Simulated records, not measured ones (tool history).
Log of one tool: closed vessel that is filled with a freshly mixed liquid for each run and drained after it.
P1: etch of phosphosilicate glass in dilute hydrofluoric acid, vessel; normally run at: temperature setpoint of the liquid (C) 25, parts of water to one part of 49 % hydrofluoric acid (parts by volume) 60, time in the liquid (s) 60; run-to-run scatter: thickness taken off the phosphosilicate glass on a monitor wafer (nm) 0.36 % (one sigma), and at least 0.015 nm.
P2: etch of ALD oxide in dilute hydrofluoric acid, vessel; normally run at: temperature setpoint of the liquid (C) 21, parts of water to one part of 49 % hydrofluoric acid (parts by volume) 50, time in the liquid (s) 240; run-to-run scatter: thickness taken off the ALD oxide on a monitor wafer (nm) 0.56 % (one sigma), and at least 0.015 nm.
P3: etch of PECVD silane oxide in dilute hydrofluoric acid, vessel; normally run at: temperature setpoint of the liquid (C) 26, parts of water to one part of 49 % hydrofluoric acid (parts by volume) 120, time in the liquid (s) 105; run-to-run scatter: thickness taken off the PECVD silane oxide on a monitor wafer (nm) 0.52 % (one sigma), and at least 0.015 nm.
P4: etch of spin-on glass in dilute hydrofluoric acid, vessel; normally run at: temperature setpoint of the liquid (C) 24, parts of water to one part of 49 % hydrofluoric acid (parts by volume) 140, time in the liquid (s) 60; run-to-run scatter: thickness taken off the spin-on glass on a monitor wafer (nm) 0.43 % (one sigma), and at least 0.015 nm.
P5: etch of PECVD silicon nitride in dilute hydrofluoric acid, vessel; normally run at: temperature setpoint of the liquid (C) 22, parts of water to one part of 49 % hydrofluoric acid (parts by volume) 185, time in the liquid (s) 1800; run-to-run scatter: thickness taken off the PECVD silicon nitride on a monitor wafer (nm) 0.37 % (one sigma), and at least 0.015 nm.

run	hour	process that ran	temperature setpoint of the liquid (C)	parts of water to one part of 49 % hydrofluoric acid (parts by volume)	time in the liquid (s)	hours since the thermometer was replaced	hours since the hydrofluoric acid flow meter was replaced	thickness taken off the phosphosilicate glass on a monitor wafer (nm)	thickness taken off the PECVD silicon nitride on a monitor wafer (nm)	thickness taken off the PECVD silane oxide on a monitor wafer (nm)	thickness taken off the spin-on glass on a monitor wafer (nm)	thickness taken off the ALD oxide on a monitor wafer (nm)
1	4.8	P1	25	60	60	727.6	1035.3	111.45				
2	12.2	P1	25	60	60	735	1042.7	111.15				
3	16.4	P5	22	110	1800	739.2	1046.9		33.095			
4	22.8	P3	26	50	105	745.6	1053.3			60.848		
5	29.4	P4	17	140	60	752.2	1059.9				13.613	
6	37	P1	25	60	60	759.8	1067.5	111.27				
7	43.9	P1	25	60	60	766.7	1074.4	111.06				
8	49.5	P1	32.5	100	60	772.3	1080	83.654				
9	55.7	P4	24	140	60	778.5	1086.2				18.098	
10	60.7	P1	25	60	60	783.5	1091.2	112				
11	68	P2	26.5	50	240	790.8	1098.5					56.807
12	72.6	P1	25	60	60	795.4	1103.1	111.46				
13	76.4	P5	22	185	1800	799.2	1106.9		19.902			
14	80.9	P1	25	80	95	803.7	1111.4	129.4				
15	86.4	P3	26	120	30	809.2	1116.9			6.5791		
16	92.2	P1	25	60	60	815	1122.7	111.62				
17	98.4	P1	31.5	60	95	821.2	1128.9	228.16				
18	102.4	P5	28	185	1800	825.2	1132.9		29.015			
19	109.1	P1	25	110	60	831.9	1139.6	56.686				
20	116.5	P2	21	50	415	839.3	1147					78.989
21	122.5	P4	24	140	100	845.3	1153				30.14	
22	129.6	P1	25	20	60	852.4	1160.1	354.38				
23	135	P3	26	120	105	857.8	1165.5			23.041		
24	142.5	P1	19	60	60	865.3	1173	86.749				
25	148.4	P1	25	60	115	871.2	1178.9	213.44				
26	155.6	P1	25	60	30	878.4	1186.1	55.353				
27	159.3	P2	21	50	240	882.1	1189.8					44.938
28	164.8	P3	26	120	105	887.6	1195.3			23.164		
29	169.3	P1	31	60	60	892.1	1199.8	140.46				
30	172.8	P2	21	50	240	895.6	1203.3					44.989
31	179.9	P2	21	75	240	902.7	1210.4					29.285
32	184.2	P4	24	45	60	907	1214.7				62.591	
33	191.2	P5	22	185	3485	914	1221.7		38.653			
34	196.5	P3	18.5	120	105	919.3	1227			17.099		
35	202.3	P1	25	60	60	925.1	1232.8	111.21				
36	209.1	P1	25	60	60	931.9	1239.6	116.49				
37	213	P1	25	60	60	935.8	1243.5	118.67				
38	217.7	P1	25	60	60	940.5	1248.2	119.16				
39	222.4	P1	25	60	60	945.2	1252.9	119.97				
40	227.1	P1	25	60	60	949.9	1257.6	120.4				
41	232.8	P1	25	60	60	955.6	1263.3	120.04				
42	238	P1	25	60	60	960.8	1268.5	120.52				

What P1 gives has crept away from where it was. These 2 causes fit the log equally well, each at the size given:
A: liquid hotter than its thermometer reads (K) = 2.02
B: hydrofluoric acid flow above the setpoint (%) = 7.81
The creep began at about hour 202.3.

4 check runs are offered, one wafer each, their results left as question marks. Which one tells the causes apart?
check 1	243.2	P5	22	120	3290				?			
check 2	243.2	P3	22.5	60	105					?		
check 3	243.2	P4	17	95	60						?	
check 4	243.2	P2	25.5	50	240							?

What each check would give under each cause:
check	result	if A	if B
check 1	thickness taken off the PECVD silicon nitride on a monitor wafer (nm)	63.647	59.984
check 2	thickness taken off the PECVD silane oxide on a monitor wafer (nm)	47.097	47.001
check 3	thickness taken off the spin-on glass on a monitor wafer (nm)	22.905	22.853
check 4	thickness taken off the ALD oxide on a monitor wafer (nm)	59.423	59.343
How far apart the two closest causes lie, in the result that separates them most: check 1 5.93 %; check 2 0.2 %; check 3 0.23 %; check 4 0.13 %
Only check 1 tells the causes apart: in the others they would give nearly the same result.

Check 1 was then run and gave: thickness taken off the PECVD silicon nitride on a monitor wafer (nm) 59.771. Which cause is it?

It is B: hydrofluoric acid flow above the setpoint (%).
